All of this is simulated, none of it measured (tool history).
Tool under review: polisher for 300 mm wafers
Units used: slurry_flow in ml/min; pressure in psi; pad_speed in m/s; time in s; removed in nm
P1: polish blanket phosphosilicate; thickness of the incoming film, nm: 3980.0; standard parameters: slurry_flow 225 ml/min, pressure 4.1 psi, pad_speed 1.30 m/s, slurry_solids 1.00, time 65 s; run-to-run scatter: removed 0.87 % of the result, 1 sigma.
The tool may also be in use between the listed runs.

run    day  slurry_flow  pressure  pad_speed  slurry_solids  time  wafers polished on this pad  hours since the slurry nozzle was cleaned  hours since the head pressure was calibrated  hours since the slurry blender was calibrated  hours since the conditioning disc was replaced  removed
  1  0.179          225       4.1       1.30           1.00    65                          541                                      289.7                                         239.7                                          179.4                                            54.1   832.29
  2  0.467          225       4.1       1.94           1.00    65                          597                                      296.6                                         246.6                                          186.3                                            61.0  1154.90
  3  0.767          225       4.1       1.30           0.55    65                          655                                      303.8                                         253.8                                          193.5                                            68.2   614.85
  4  0.958          295       4.1       1.84           1.00    65                          692                                      308.4                                         258.4                                          198.1                                            72.8  1133.00
  5  1.138          225       5.5       1.30           1.00    65                          726                                      312.7                                         262.7                                          202.4                                            77.1  1126.40
  6  1.492          225       4.1       1.30           1.00    65                          794                                      321.2                                         271.2                                          210.9                                            85.6   851.29
  7  1.804          225       2.4       1.30           1.00    65                          855                                      328.7                                         278.7                                          218.4                                            93.1   493.75
  8  2.042          225       4.1       0.66           1.00    65                          900                                      334.4                                         284.4                                          224.1                                            98.8   492.15
  9  2.300          225       4.1       1.30           1.00    65                          950                                      340.6                                         290.6                                          230.3                                           105.0   836.96
 10  2.625          135       4.1       1.30           1.00    65                         1013                                      348.4                                         298.4                                          238.1                                           112.8   764.21
 11  2.838          225       4.1       1.30           1.30    65                         1054                                      353.5                                         303.5                                          243.2                                           117.9   943.08
 12  3.029          350       2.7       1.30           1.00    65                         1091                                      358.1                                         308.1                                          247.8                                           122.5   578.26
 13  3.329          340       4.1       1.30           1.00    43                         1148                                      365.3                                         315.3                                          255.0                                           129.7   574.27
 14  3.579          225       4.1       1.30           1.00   100                         1197                                      371.3                                         321.3                                          261.0                                           135.7  1316.10
     3.608  -- head pressure recalibrated
 15  3.779          225       4.1       1.30           1.00    30                         1235                                      376.1                                           4.2                                          265.8                                           140.5   384.62
 16  3.979          225       4.1       1.30           1.00    65                         1274                                      380.9                                           9.0                                          270.6                                           145.3   831.47
 17  4.150          345       4.1       1.30           1.00    65                         1307                                      385.0                                          13.1                                          274.7                                           149.4   859.31
 18  4.383          225       4.1       1.30           1.00    65                         1352                                      390.6                                          18.7                                          280.3                                           155.0   842.59
 19  4.629          225       4.1       1.30           1.00    65                         1399                                      396.5                                          24.6                                          286.2                                           160.9   839.83
 20  4.825          225       4.1       1.30           1.00    65                         1437                                      401.2                                          29.3                                          290.9                                           165.6   824.64
 21  5.112          225       4.1       1.30           1.00    65                         1492                                      408.1                                          36.2                                          297.8                                           172.5   803.34
 22  5.412          225       4.1       1.30           1.00    65                         1550                                      415.3                                          43.4                                          305.0                                           179.7   775.99
 23  5.762          225       4.1       1.30           1.00    65                         1617                                      423.7                                          51.8                                          313.4                                           188.1   783.74
     5.929  -- conditioning disc replaced and pad reconditioned
 24  6.133          225       4.1       1.30           1.00    65                         1689                                      432.6                                          60.7                                          322.3                                             5.0   754.39
     6.296  -- worn pad replaced by a new one
 25  6.404          225       4.1       1.30           1.00    65                           20                                      439.1                                          67.2                                          328.8                                            11.5   748.53
 26  6.588          225       4.1       1.30           1.00    65                           56                                      443.5                                          71.6                                          333.2                                            15.9   769.31
     6.821  -- slurry nozzle cleaned
 27  6.892          225       4.1       1.30           1.00    65                          114                                        1.8                                          78.9                                          340.5                                            23.2   750.18
 28  7.067          225       4.1       1.30           1.00    65                          148                                        6.0                                          83.1                                          344.7                                            27.4   763.09
 29  7.233          225       4.1       1.30           1.00    65                          180                                       10.0                                          87.1                                          348.7                                            31.4   764.04
 30  7.558          225       4.1       1.30           1.00    65                          243                                       17.8                                          94.9                                          356.5                                            39.2   754.67

The output of P1 has drifted from where it used to be. Each of the 2 causes below, taken at the size shown beside it, accounts for the log equally well:
A: abrasive missing from the slurry, % = 19.7
B: head's pressure below its setpoint, % = 10
Creep in the process output first set in at about day 4.629.
What rules out each remaining cause:
removal rate lost through wear of the pad, %: work on it at day 6.296, done after the drift set in, did not restore what the process gave before
slurry flow missing at the pad, %: work on it at day 6.821, done after the drift set in, did not restore what the process gave before
time polished since the conditioner stopped cutting, s: work on it at day 5.929, done after the drift set in, did not restore what the process gave before

The list below offers 4 check runs, each averaging the results of 5 wafers, and shows each result as a question mark. For which of them would the listed causes give clearly different results?
check 1  7.883          170       4.1       1.30           1.00    93                                                                                                                                                                                                                             ?
check 2  7.883          225       2.5       1.30           1.00    30                                                                                                                                                                                                                             ?
check 3  7.883          225       5.0       1.30           1.00    91                                                                                                                                                                                                                             ?
check 4  7.883          225       4.1       1.88           0.55    65                                                                                                                                                                                                                             ?

How each check would come out, cause by cause:
  check   result     if A     if B
check 1  removed  1039.50  1039.90
check 2  removed   212.42   212.50
check 3  removed  1288.70  1289.20
check 4  removed   715.71   739.34
Minimum pairwise separation of causes per check, each pair taken at its best-separating result: check 1 0.04 %; check 2 0.04 %; check 3 0.04 %; check 4 3.25 %
Check 4 distinguishes between the causes, while the remaining checks would return nearly the same result for all of them.

Then check 4 was run and gave: removed 739.49 nm. Which cause is it?

The cause is B: head's pressure below its setpoint, %.
